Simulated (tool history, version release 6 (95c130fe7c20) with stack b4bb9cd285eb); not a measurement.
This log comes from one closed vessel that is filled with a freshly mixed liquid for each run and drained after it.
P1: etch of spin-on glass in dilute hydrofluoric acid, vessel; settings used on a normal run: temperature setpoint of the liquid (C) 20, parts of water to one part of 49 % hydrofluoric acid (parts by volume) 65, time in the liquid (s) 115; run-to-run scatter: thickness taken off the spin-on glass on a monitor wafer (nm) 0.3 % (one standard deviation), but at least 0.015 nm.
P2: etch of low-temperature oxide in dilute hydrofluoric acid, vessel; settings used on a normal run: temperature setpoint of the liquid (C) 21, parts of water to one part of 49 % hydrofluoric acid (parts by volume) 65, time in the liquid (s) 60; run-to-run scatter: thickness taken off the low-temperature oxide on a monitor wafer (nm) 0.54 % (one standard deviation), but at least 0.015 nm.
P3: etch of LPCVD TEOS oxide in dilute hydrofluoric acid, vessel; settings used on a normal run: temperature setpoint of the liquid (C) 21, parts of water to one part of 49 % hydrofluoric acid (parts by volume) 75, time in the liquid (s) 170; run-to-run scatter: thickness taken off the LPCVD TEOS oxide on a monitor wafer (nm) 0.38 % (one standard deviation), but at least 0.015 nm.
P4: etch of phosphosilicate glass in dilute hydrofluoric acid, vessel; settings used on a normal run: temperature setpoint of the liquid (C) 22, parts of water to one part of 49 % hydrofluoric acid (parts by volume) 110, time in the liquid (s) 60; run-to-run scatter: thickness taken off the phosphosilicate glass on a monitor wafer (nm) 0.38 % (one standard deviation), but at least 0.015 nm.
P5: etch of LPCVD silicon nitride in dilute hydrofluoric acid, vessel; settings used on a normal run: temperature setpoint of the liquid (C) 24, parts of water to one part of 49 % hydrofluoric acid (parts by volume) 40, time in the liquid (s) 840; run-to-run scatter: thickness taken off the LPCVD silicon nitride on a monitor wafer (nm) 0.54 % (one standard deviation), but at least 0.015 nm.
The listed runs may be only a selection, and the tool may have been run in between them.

| run | day | process that ran | temperature setpoint of the liquid (C) | parts of water to one part of 49 % hydrofluoric acid (parts by volume) | time in the liquid (s) | hours since the thermometer was replaced | hours since the hydrofluoric acid flow meter was replaced | thickness taken off the spin-on glass on a monitor wafer (nm) | thickness taken off the LPCVD silicon nitride on a monitor wafer (nm) | thickness taken off the LPCVD TEOS oxide on a monitor wafer (nm) | thickness taken off the low-temperature oxide on a monitor wafer (nm) | thickness taken off the phosphosilicate glass on a monitor wafer (nm) |
|---|---|---|---|---|---|---|---|---|---|---|---|---|
| 1 | 0.467 | P1 | 20 | 65 | 115 | 257.6 | 884.3 | 60.239 |  |  |  |  |
| 2 | 0.804 | P5 | 24 | 60 | 840 | 265.7 | 892.4 |  | 6.8407 |  |  |  |
| 3 | 1.275 | P5 | 29 | 40 | 840 | 277 | 903.7 |  | 14.372 |  |  |  |
| 4 | 1.846 | P5 | 24 | 40 | 840 | 290.7 | 917.4 |  | 10.272 |  |  |  |
| 5 | 2.296 | P3 | 21 | 105 | 170 | 301.5 | 928.2 |  |  | 23.26 |  |  |
| 6 | 2.667 | P1 | 20 | 65 | 115 | 310.4 | 937.1 | 60.055 |  |  |  |  |
| 7 | 3.138 | P5 | 24 | 40 | 465 | 321.7 | 948.4 |  | 5.6537 |  |  |  |
| 8 | 3.725 | P2 | 21 | 65 | 110 | 335.8 | 962.5 |  |  |  | 22.725 |  |
| 9 | 4.212 | P2 | 21 | 100 | 60 | 347.5 | 974.2 |  |  |  | 7.6064 |  |
| 10 | 4.775 | P2 | 21 | 65 | 60 | 361 | 987.7 |  |  |  | 12.381 |  |
| 11 | 5.254 | P2 | 26.5 | 65 | 60 | 372.5 | 999.2 |  |  |  | 15.447 |  |
| 12 | 5.808 | P3 | 21 | 75 | 170 | 385.8 | 1012.5 |  |  | 33.814 |  |  |
| 13 | 6.271 | P1 | 20 | 65 | 115 | 396.9 | 1023.6 | 59.962 |  |  |  |  |
| 14 | 6.612 | P1 | 25.5 | 65 | 115 | 405.1 | 1031.8 | 75.169 |  |  |  |  |
| 15 | 7.062 | P1 | 20 | 95 | 115 | 415.9 | 1042.6 | 39.623 |  |  |  |  |
| 16 | 7.562 | P1 | 20 | 65 | 35 | 427.9 | 1054.6 | 18.169 |  |  |  |  |
| 17 | 7.846 | P1 | 17 | 85 | 115 | 434.7 | 1061.4 | 39.387 |  |  |  |  |
| 18 | 8.292 | P4 | 22 | 110 | 60 | 445.4 | 1072.1 |  |  |  |  | 64.001 |
| 19 | 8.796 | P1 | 17 | 65 | 115 | 457.5 | 1084.2 | 52.898 |  |  |  |  |
| 20 | 9.367 | P1 | 20 | 65 | 115 | 471.2 | 1097.9 | 59.79 |  |  |  |  |
| 21 | 9.829 | P1 | 24.5 | 65 | 200 | 482.3 | 1109 | 125.97 |  |  |  |  |
| 22 | 10.375 | P1 | 20 | 65 | 115 | 495.4 | 1122.1 | 60.134 |  |  |  |  |
| 23 | 10.854 | P3 | 17 | 75 | 170 | 506.9 | 1133.6 |  |  | 28.652 |  |  |
| 24 | 11.321 | P3 | 21 | 75 | 295 | 518.1 | 1144.8 |  |  | 58.625 |  |  |
|  | 11.579 | hydrofluoric acid flow meter replaced |
| 25 | 11.862 | P4 | 22 | 110 | 30 | 531.1 | 6.8 |  |  |  |  | 31.948 |
| 26 | 12.454 | P1 | 20 | 65 | 115 | 545.3 | 21 | 59.712 |  |  |  |  |
| 27 | 12.967 | P4 | 22 | 110 | 60 | 557.6 | 33.3 |  |  |  |  | 64.102 |
| 28 | 13.408 | P1 | 20 | 65 | 115 | 568.2 | 43.9 | 59.482 |  |  |  |  |
| 29 | 13.954 | P1 | 26.5 | 65 | 190 | 581.3 | 57 | 129.2 |  |  |  |  |

For run 30, what comes out?
| 30 | 14.417 | P1 | 20 | 20 | 115 | 592.4 | 68.1 | ? |  |  |  |  |

Run 30 produced thickness taken off the spin-on glass on a monitor wafer (nm) 204.8.
